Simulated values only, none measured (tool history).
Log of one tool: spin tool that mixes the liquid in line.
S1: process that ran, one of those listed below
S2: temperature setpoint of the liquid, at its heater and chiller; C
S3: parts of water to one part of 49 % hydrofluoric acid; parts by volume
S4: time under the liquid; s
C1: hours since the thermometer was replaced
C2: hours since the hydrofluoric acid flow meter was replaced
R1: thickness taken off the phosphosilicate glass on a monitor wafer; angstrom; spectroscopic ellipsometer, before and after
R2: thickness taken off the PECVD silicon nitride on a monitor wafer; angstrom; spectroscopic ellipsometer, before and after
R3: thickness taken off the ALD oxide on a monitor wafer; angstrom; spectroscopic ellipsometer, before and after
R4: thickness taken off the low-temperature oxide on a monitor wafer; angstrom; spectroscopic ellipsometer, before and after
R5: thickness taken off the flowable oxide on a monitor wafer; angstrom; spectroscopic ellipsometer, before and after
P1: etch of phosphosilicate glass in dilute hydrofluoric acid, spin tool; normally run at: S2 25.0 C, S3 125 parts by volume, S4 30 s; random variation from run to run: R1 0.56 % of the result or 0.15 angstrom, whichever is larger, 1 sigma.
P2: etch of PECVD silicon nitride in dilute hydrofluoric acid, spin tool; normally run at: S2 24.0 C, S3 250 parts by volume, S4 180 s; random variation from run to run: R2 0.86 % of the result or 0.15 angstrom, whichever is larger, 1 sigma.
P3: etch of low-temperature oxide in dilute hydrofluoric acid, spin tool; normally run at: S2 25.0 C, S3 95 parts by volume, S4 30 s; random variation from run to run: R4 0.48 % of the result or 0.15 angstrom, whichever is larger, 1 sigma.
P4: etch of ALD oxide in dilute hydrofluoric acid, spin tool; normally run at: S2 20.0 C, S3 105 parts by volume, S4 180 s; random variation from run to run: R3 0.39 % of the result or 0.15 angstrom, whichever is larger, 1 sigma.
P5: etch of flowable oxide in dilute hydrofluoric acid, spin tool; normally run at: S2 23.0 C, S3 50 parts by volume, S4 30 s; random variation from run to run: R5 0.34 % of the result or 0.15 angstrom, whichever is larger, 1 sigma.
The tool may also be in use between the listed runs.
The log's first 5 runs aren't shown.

run   hour  S1    S2   S3   S4     C1     C2      R1      R2       R3       R4      R5
  6   49.2  P1  25.0  195   30  201.3  724.5  141.66
  7   58.3  P3  25.0   95   30  210.4  733.6                           117.100
  8   70.0  P2  24.0  250  180  222.1  745.3          30.277
  9   78.6  P4  20.0  155  180  230.7  753.9                  106.830
 10   86.4  P4  17.0  105  180  238.5  761.7                  146.830
 11   96.6  P1  25.0  125   30  248.7  771.9  237.23
 12  102.1  P2  24.0  450  180  254.2  777.4          16.719
 13  110.0  P1  25.0  170   50  262.1  785.3  275.43
 14  117.5  P1  25.0  125   15  269.6  792.8  119.29
 15  123.9  P1  33.0  125   30  276.0  799.2  321.38
 16  129.3  P5  23.0   50   30  281.4  804.6                                    382.32
 17  140.9  P3  18.5   95   30  293.0  816.2                            89.484
 18  151.6  P2  18.5  250  180  303.7  826.9          21.138
 19  160.3  P5  23.0   75   30  312.4  835.6                                    245.92
 20  169.5  P4  20.0  105   55  321.6  844.8                   50.926
 21  180.3  P1  21.0  125   30  332.4  855.6  201.20
 22  188.0  P5  23.0   50   30  340.1  863.3                                    378.40
 23  196.3  P3  25.0   95   30  348.4  871.6                           116.470
 24  206.8  P5  30.0   50   30  358.9  882.1                                    507.13
 25  216.0  P3  25.0   95   55  368.1  891.3                           215.680
 26  226.3  P5  23.0   50   15  378.4  901.6                                    189.45
 27  235.3  P1  25.0   45   30  387.4  910.6  730.30

The next listed run, before its measurement:
 28  244.2  P3  25.0  180  30  396.3  919.5               ?

Run 28 gave R4 55.445 angstrom.

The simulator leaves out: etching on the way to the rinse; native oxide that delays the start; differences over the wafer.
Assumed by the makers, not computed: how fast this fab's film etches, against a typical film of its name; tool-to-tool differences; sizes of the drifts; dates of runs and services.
